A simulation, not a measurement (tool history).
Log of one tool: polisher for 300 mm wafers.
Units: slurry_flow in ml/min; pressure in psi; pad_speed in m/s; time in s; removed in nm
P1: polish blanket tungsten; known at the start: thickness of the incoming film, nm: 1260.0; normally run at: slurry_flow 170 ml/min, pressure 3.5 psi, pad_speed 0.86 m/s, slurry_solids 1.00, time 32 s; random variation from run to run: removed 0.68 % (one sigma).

Run 1, hour 2.9: slurry_flow 170 ml/min, pressure 3.5 psi, pad_speed 0.86 m/s, slurry_solids 1.00, time 32 s. Result: removed 111.500 nm.
Run 2, hour 8.5: slurry_flow 170 ml/min, pressure 4.4 psi, pad_speed 0.86 m/s, slurry_solids 1.00, time 32 s. Result: removed 138.400 nm.
Run 3, hour 11.7: slurry_flow 170 ml/min, pressure 3.5 psi, pad_speed 0.86 m/s, slurry_solids 1.00, time 32 s. Result: removed 110.410 nm.
Run 4, hour 15.3: slurry_flow 170 ml/min, pressure 3.5 psi, pad_speed 0.86 m/s, slurry_solids 1.25, time 32 s. Result: removed 116.680 nm.
Run 5, hour 18.5: slurry_flow 100 ml/min, pressure 3.5 psi, pad_speed 0.86 m/s, slurry_solids 1.00, time 32 s. Result: removed 99.479 nm.
Run 6, hour 24.0: slurry_flow 170 ml/min, pressure 3.5 psi, pad_speed 0.86 m/s, slurry_solids 1.30, time 15 s. Result: removed 54.737 nm.
Run 7, hour 29.3: slurry_flow 125 ml/min, pressure 3.5 psi, pad_speed 0.86 m/s, slurry_solids 0.70, time 32 s. Result: removed 95.851 nm.
Run 8, hour 34.8: slurry_flow 170 ml/min, pressure 3.5 psi, pad_speed 0.54 m/s, slurry_solids 1.00, time 32 s. Result: removed 69.428 nm.
Run 9, hour 37.6: slurry_flow 170 ml/min, pressure 3.5 psi, pad_speed 0.86 m/s, slurry_solids 1.00, time 32 s. Result: removed 110.890 nm.
Run 10, hour 42.9: slurry_flow 170 ml/min, pressure 2.1 psi, pad_speed 0.86 m/s, slurry_solids 1.00, time 32 s. Result: removed 66.366 nm.
Run 11, hour 48.1: slurry_flow 170 ml/min, pressure 3.5 psi, pad_speed 0.86 m/s, slurry_solids 1.00, time 47 s. Result: removed 163.580 nm.
Run 12, hour 50.6: slurry_flow 230 ml/min, pressure 3.5 psi, pad_speed 0.86 m/s, slurry_solids 1.00, time 32 s. Result: removed 115.750 nm.
Run 13, hour 53.3: slurry_flow 170 ml/min, pressure 3.5 psi, pad_speed 0.86 m/s, slurry_solids 1.00, time 32 s. Result: removed 110.850 nm.
Run 14, hour 58.7: slurry_flow 170 ml/min, pressure 3.5 psi, pad_speed 1.30 m/s, slurry_solids 1.00, time 32 s. Result: removed 168.930 nm.
Run 15, hour 62.6: slurry_flow 170 ml/min, pressure 3.5 psi, pad_speed 0.86 m/s, slurry_solids 1.00, time 15 s. Result: removed 52.109 nm.
Run 16, hour 67.2: slurry_flow 170 ml/min, pressure 3.5 psi, pad_speed 0.86 m/s, slurry_solids 1.00, time 32 s. Result: removed 110.730 nm.
Run 17, hour 70.7: slurry_flow 170 ml/min, pressure 3.5 psi, pad_speed 0.86 m/s, slurry_solids 0.55, time 32 s. Result: removed 96.332 nm.
Run 18, hour 74.1: slurry_flow 170 ml/min, pressure 3.5 psi, pad_speed 0.86 m/s, slurry_solids 1.00, time 32 s. Result: removed 110.580 nm.
Run 19, hour 79.9: slurry_flow 170 ml/min, pressure 3.5 psi, pad_speed 0.86 m/s, slurry_solids 1.00, time 32 s. Result: removed 107.700 nm.
Run 20, hour 83.8: slurry_flow 170 ml/min, pressure 3.5 psi, pad_speed 0.86 m/s, slurry_solids 1.00, time 32 s. Result: removed 106.120 nm.
At hour 86.7: head pressure recalibrated.
Run 21, hour 88.8: slurry_flow 170 ml/min, pressure 3.5 psi, pad_speed 0.86 m/s, slurry_solids 1.00, time 32 s. Result: removed 104.360 nm.
Run 22, hour 93.9: slurry_flow 170 ml/min, pressure 3.5 psi, pad_speed 0.86 m/s, slurry_solids 1.00, time 32 s. Result: removed 103.200 nm.
At hour 98.4: slurry blender recalibrated.
Run 23, hour 99.1: slurry_flow 170 ml/min, pressure 3.5 psi, pad_speed 0.86 m/s, slurry_solids 1.00, time 32 s. Result: removed 102.450 nm.
At hour 99.9: worn pad replaced by a new one.
Run 24, hour 102.4: slurry_flow 170 ml/min, pressure 3.5 psi, pad_speed 0.86 m/s, slurry_solids 1.00, time 32 s. Result: removed 103.340 nm.
Run 25, hour 105.4: slurry_flow 170 ml/min, pressure 3.5 psi, pad_speed 0.86 m/s, slurry_solids 1.00, time 32 s. Result: removed 101.410 nm.
Run 26, hour 109.2: slurry_flow 170 ml/min, pressure 3.5 psi, pad_speed 0.86 m/s, slurry_solids 1.00, time 32 s. Result: removed 101.120 nm.

What P1 gives has crept away from where it was. These 2 causes fit the log equally well, each at the size given:
A: slurry flow missing at the pad, % = 35.7
B: peroxide lost from the slurry, % = 19.4
The creep began at about hour 74.1.
Why every other cause is out:
removal rate lost through wear of the pad, %: serviced at hour 99.9, which brought nothing back
head's pressure below its setpoint, %: serviced at hour 86.7, which brought nothing back
abrasive missing from the slurry, %: serviced at hour 98.4, which brought nothing back

4 check runs are offered, each on 2 wafers whose results are averaged, their results left as question marks. Which one tells the causes apart?
Run check 1, hour 113.0: slurry_flow 170 ml/min, pressure 3.5 psi, pad_speed 0.86 m/s, slurry_solids 0.65, time 15 s. Result: removed ?.
Run check 2, hour 113.0: slurry_flow 170 ml/min, pressure 3.5 psi, pad_speed 1.22 m/s, slurry_solids 1.00, time 46 s. Result: removed ?.
Run check 3, hour 113.0: slurry_flow 170 ml/min, pressure 2.1 psi, pad_speed 1.26 m/s, slurry_solids 1.00, time 32 s. Result: removed ?.
Run check 4, hour 113.0: slurry_flow 105 ml/min, pressure 3.5 psi, pad_speed 0.86 m/s, slurry_solids 1.00, time 47 s. Result: removed ?.

What each check would give under each cause:
  check   result     if A     if B
check 1  removed   43.181   43.191
check 2  removed  207.550  207.600
check 3  removed   89.472   89.491
check 4  removed  130.160  136.160
How far apart the two closest causes lie, in the result that separates them most: check 1 0.02 %; check 2 0.02 %; check 3 0.02 %; check 4 4.51 %
Only check 4 tells the causes apart: in the others they would give nearly the same result.

Then check 4 was run and gave: removed 129.680 nm. Which cause is it?

It is A: slurry flow missing at the pad, %.

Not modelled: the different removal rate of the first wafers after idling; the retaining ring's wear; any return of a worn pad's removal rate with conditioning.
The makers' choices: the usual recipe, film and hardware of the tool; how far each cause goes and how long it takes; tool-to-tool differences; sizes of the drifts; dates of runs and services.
